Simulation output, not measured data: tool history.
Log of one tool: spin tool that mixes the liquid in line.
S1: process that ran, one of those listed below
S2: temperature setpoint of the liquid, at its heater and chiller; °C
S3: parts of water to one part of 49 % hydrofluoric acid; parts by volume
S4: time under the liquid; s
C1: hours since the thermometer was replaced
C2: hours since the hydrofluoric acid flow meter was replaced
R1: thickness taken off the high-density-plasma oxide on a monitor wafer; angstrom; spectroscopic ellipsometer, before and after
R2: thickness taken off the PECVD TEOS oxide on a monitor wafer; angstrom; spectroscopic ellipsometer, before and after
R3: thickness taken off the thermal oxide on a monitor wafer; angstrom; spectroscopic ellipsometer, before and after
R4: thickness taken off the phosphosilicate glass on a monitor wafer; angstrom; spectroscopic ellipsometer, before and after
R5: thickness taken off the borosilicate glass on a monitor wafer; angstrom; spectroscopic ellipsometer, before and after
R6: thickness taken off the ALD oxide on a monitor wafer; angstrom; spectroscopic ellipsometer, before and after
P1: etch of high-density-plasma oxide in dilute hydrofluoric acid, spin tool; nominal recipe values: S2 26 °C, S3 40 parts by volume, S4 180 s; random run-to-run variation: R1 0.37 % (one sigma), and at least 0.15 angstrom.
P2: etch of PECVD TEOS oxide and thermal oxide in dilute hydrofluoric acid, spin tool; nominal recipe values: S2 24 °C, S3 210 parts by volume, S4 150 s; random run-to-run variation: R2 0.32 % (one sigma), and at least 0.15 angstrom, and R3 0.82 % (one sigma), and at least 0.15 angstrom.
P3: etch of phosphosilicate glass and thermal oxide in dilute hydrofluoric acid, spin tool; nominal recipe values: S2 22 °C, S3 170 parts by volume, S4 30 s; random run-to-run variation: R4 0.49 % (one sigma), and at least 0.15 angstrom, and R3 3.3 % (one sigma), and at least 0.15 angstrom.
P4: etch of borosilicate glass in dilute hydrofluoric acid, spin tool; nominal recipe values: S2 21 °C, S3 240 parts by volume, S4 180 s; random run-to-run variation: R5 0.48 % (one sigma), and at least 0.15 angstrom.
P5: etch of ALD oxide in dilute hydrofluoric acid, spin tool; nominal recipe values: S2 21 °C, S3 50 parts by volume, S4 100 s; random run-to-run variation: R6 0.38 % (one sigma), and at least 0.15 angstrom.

run   hour  S1    S2   S3   S4      C1      C2      R1      R2      R3      R4      R5      R6
  1   13.3  P1    26   40  180   911.7   680.3  398.69
  2   25.3  P1    26   40   90   923.7   692.3  200.78
  3   44.1  P2  30.5  210  150   942.5   711.1          87.021  37.886
  4     56  P3    17  170   30   954.4     723                  5.7879  114.81
  5   69.5  P2    24  210  150   967.9   736.5          69.141  30.227
  6   79.5  P4    21  425  180   977.9   746.5                                  55.237
  7   96.1  P5  29.5   50  100   994.5   763.1                                          393.64
  8  110.5  P2    24  210  290  1008.9   777.5          134.34  57.887
  9  126.8  P1  21.5   40  180  1025.2   793.8  331.44
 10  140.7  P1    26   40  270  1039.1   807.7  602.43
 11  153.5  P5    21   70  100  1051.9   820.5                                          194.19
 12  164.2  P1    26   25  180  1062.6   831.2  651.68
 13  181.5  P1    26   55   50  1079.9   848.5  78.404
 14  197.8  P1    26   40  180  1096.2   864.8  399.62
 15  207.9  P3    22  105   30  1106.3   874.9                  11.512  244.28
 16  226.7  P3    22  170   15  1125.1   893.7                  3.8192   70.02
 17  235.4  P1  31.5   40  180  1133.8   902.4  496.73
 18    247  P1    26   40  180  1145.4     914   398.8
 19  264.1  P2    24   75  150  1162.5   931.1          227.75  98.564
 20  273.8  P5    21   50  100  1172.2   940.8                                          278.25
 21  286.2  P5    21   50   15  1184.6   953.2                                          41.906
 22  300.3  P1    26   60  180  1198.7   967.3  259.53
 23  318.1  P4    21  240  180  1216.5   985.1                                  115.64
 24  334.5  P3    22  170   30  1232.9  1001.5                  7.0949  139.77
 25  343.9  P1    26   40  180  1242.3  1010.9   398.1
 26  359.7  P3    22  170   30  1258.1  1026.7                  7.2816  140.39
 27  370.4  P4    21  240  365  1268.8  1037.4                                  233.73
 28  381.3  P1    26   20  345  1279.7  1048.3  1567.8
 29  396.1  P4  27.5  240  180  1294.5  1063.1                                  145.96
 30  412.9  P1    26   40  180  1311.3  1079.9  400.63
 31  425.1  P1    26   40  180  1323.5  1092.1  391.19
 32  439.1  P1    26   40  180  1337.5  1106.1  384.77
 33  450.4  P1    26   40  180  1348.8  1117.4  380.25
 34  465.7  P1    26   40  180  1364.1  1132.7  374.91
 35  482.4  P1    26   40  180  1380.8  1149.4  372.34
 36  500.1  P1    26   40  180  1398.5  1167.1  370.38
 37  517.8  P1    26   40  180  1416.2  1184.8  371.16
 38  536.4  P1    26   40  180  1434.8  1203.4  369.35
 39  553.9  P1    26   40  180  1452.3  1220.9  371.08

Compared with where it was, what P1 gives has crept away. Each cause listed below fits the log as well as the rest, at the size given for it:
A: liquid colder than its thermometer reads (K) = 1.91
B: hydrofluoric acid flow below the setpoint (%) = 7.12
The onset of the drift is placed at about hour 412.9.

Below are 4 check runs, each averaged over 2 wafers, with their results shown as question marks. Which of them would give clearly different results depending on which cause is behind the drift?
check 1  571.4  P5  21   50   50                               ?
check 2  571.4  P2  24   85  260               ?   ?
check 3  571.4  P4  21  375  255                           ?
check 4  571.4  P3  17  170   30                   ?   ?

How each check would come out, cause by cause:
  check  result    if A    if B
check 1      R6  128.42  128.75
check 2      R2  318.06  316.51
check 2      R3  138.39  137.71
check 3      R5  86.382  83.723
check 4      R3   5.412  5.3694
check 4      R4  105.99  105.16
Smallest distance between any two causes, each pair judged by its most separating result, in per cent: check 1 0.26 %; check 2 0.49 %; check 3 3.13 %; check 4 0.79 %
Check 3 distinguishes between the causes, while the remaining checks would return nearly the same result for all of them.

The results of check 3 are: R5 83.524 angstrom. Based on these, which of the listed causes is it?

Of the candidate causes, it is B: hydrofluoric acid flow below the setpoint (%).

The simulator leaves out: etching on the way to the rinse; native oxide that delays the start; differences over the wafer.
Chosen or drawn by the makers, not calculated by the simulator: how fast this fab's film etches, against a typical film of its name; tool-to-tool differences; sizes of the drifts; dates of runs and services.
